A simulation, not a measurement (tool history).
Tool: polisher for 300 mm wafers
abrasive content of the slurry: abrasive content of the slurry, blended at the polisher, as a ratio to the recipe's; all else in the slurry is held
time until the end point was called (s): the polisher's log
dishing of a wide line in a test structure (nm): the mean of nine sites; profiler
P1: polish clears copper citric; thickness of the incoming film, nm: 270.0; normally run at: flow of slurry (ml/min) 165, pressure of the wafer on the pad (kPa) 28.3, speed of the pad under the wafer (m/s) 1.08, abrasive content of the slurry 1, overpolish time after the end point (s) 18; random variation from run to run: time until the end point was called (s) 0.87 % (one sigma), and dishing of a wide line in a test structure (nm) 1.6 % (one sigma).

run   hour  flow of slurry (ml/min)  pressure of the wafer on the pad (kPa)  speed of the pad under the wafer (m/s)  abrasive content of the slurry  overpolish time after the end point (s)  wafers polished on this pad  hours since the slurry nozzle was cleaned  hours since the head pressure was calibrated  hours since the slurry blender was calibrated  time until the end point was called (s)  dishing of a wide line in a test structure (nm)
  1    8.2                      165                                    28.3                                    1.08                               1                                       18                          529                                      484.1                                         699.7                                          103.4                                   86.896                                           37.812
  2   17.7                      165                                    28.3                                    1.08                               1                                        5                          616                                      493.6                                         709.2                                          112.9                                   88.636                                           11.682
  3   31.5                      165                                    18.6                                    1.08                               1                                       18                          743                                      507.4                                           723                                          126.7                                   133.85                                           26.676
  4   43.3                      165                                    28.3                                    1.08                               1                                       18                          851                                      519.2                                         734.8                                          138.5                                   88.345                                           39.532
  5   59.6                      105                                    36.5                                    1.08                               1                                       18                         1001                                      535.5                                         751.1                                          154.8                                   75.549                                           44.674
  6   76.2                      245                                    28.3                                    1.08                               1                                       18                         1153                                      552.1                                         767.7                                          171.4                                   84.472                                           41.558
  7   92.5                      165                                    28.3                                    1.08                               1                                       18                         1303                                      568.4                                           784                                          187.7                                   87.204                                           38.478
  8  100.7                      165                                    28.3                                    1.08                            0.55                                       18                         1378                                      576.6                                         792.2                                          195.9                                    100.7                                           35.272
  9  108.8                      165                                    28.3                                    1.46                               1                                       18                         1453                                      584.7                                         800.3                                            204                                   65.716                                           50.981
 10    122                      165                                    28.3                                    1.08                            1.45                                       18                         1574                                      597.9                                         813.5                                          217.2                                   80.569                                            42.17
 11  132.7                      165                                    28.3                                    1.08                               1                                       18                         1672                                      608.6                                         824.2                                          227.9                                   88.669                                           38.811
 12  144.7                      165                                    28.3                                    0.54                               1                                       18                         1783                                      620.6                                         836.2                                          239.9                                   174.11                                           20.939
 13  158.2                      165                                    28.3                                    1.08                               1                                       35                         1906                                      634.1                                         849.7                                          253.4                                   88.044                                           67.543
 14  169.5                      165                                    28.3                                    1.08                               1                                       18                         2010                                      645.4                                           861                                          264.7                                   89.765                                           38.857
 15  181.3                      100                                    28.3                                    1.08                               1                                       18                         2119                                      657.2                                         872.8                                          276.5                                   97.635                                           35.568
 16  195.1                      165                                    42.1                                    1.08                               1                                       18                         2245                                        671                                         886.6                                          290.3                                   59.902                                           55.864
     199.4  -- head pressure recalibrated
 17    212                      115                                    28.3                                    1.32                               1                                       18                         2401                                      687.9                                          12.6                                          307.2                                   76.183                                           43.666
 18  225.4                      165                                    28.3                                    1.08                               1                                       18                         2524                                      701.3                                            26                                          320.6                                   89.189                                           38.885
 19  238.6                      165                                    28.3                                    1.08                               1                                       18                         2645                                      714.5                                          39.2                                          333.8                                    89.13                                           40.037

Forecast run 20:
 20  251.6                      165                                    28.3                                    1.08                               1                                       18                         2764                                      727.5                                          52.2                                          346.8                                        ?                                                ?

{"run 20": {"time until the end point was called (s)": 89.842, "dishing of a wide line in a test structure (nm)": 37.841}}
